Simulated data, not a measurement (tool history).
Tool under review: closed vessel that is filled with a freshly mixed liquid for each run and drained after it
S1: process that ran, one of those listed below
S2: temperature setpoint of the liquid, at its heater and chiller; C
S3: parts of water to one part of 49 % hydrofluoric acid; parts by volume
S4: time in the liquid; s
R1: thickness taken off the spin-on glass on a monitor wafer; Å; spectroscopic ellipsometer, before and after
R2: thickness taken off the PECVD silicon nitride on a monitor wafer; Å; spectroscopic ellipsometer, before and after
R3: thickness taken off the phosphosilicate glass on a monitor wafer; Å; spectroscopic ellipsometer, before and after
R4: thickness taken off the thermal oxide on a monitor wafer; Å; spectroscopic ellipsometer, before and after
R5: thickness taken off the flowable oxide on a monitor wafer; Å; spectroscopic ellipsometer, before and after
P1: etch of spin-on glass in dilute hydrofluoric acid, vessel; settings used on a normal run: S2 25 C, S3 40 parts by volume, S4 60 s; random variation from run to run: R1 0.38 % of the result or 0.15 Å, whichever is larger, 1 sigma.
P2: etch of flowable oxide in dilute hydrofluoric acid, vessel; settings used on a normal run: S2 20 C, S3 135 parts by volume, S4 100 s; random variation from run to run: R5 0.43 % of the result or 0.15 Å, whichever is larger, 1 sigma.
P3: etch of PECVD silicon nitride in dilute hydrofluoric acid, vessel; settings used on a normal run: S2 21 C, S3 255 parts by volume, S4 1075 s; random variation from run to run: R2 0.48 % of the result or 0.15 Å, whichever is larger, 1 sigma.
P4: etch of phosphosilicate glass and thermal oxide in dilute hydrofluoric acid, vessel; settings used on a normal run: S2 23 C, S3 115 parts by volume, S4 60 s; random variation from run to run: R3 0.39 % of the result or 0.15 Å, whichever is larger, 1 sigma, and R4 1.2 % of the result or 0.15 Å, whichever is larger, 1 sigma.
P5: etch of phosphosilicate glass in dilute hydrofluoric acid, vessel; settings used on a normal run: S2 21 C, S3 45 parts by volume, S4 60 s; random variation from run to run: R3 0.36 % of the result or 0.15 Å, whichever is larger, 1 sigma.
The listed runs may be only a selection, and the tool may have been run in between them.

run,hour,S1,S2,S3,S4,R1,R2,R3,R4,R5
1,7.4,P1,25,40,60,730.72,,,,
2,12.8,P1,25,40,60,733.19,,,,
3,20.3,P3,17,255,1075,,47.95,,,
4,26.5,P5,21,80,60,,,881.6,,
5,34.9,P4,17,115,60,,,242.43,16.894,
6,45.8,P4,23,115,60,,,306.64,22.082,
7,55.9,P1,25,40,60,732.16,,,,
8,65.6,P4,23,115,110,,,564.29,40.334,
9,76,P2,20,135,100,,,,,161.59
10,85.2,P2,25.5,135,100,,,,,199.39
11,93.7,P3,21,255,2045,,117.37,,,
12,102.1,P1,25,40,60,736.95,,,,
13,109.7,P1,31,40,60,929.48,,,,
14,119.4,P5,17,45,60,,,1382.1,,
15,125.1,P1,30.5,40,90,1367.7,,,,
16,135.2,P4,23,170,60,,,195.75,13.717,
17,144,P3,21,255,1075,,62.004,,,
18,150.6,P5,21,45,105,,,2870.9,,
19,157.4,P2,20,135,100,,,,,161.72
20,165.6,P2,20,195,100,,,,,105.32
21,174.8,P1,25,40,110,1339.4,,,,
22,181.3,P1,25,75,60,372.83,,,,
23,186.8,P1,25,20,60,1500.6,,,,

Run 24 comes next. What will it give?
24,197,P5,21,45,60,,,?,,

Run 24 gave R3 1644.8 Å.

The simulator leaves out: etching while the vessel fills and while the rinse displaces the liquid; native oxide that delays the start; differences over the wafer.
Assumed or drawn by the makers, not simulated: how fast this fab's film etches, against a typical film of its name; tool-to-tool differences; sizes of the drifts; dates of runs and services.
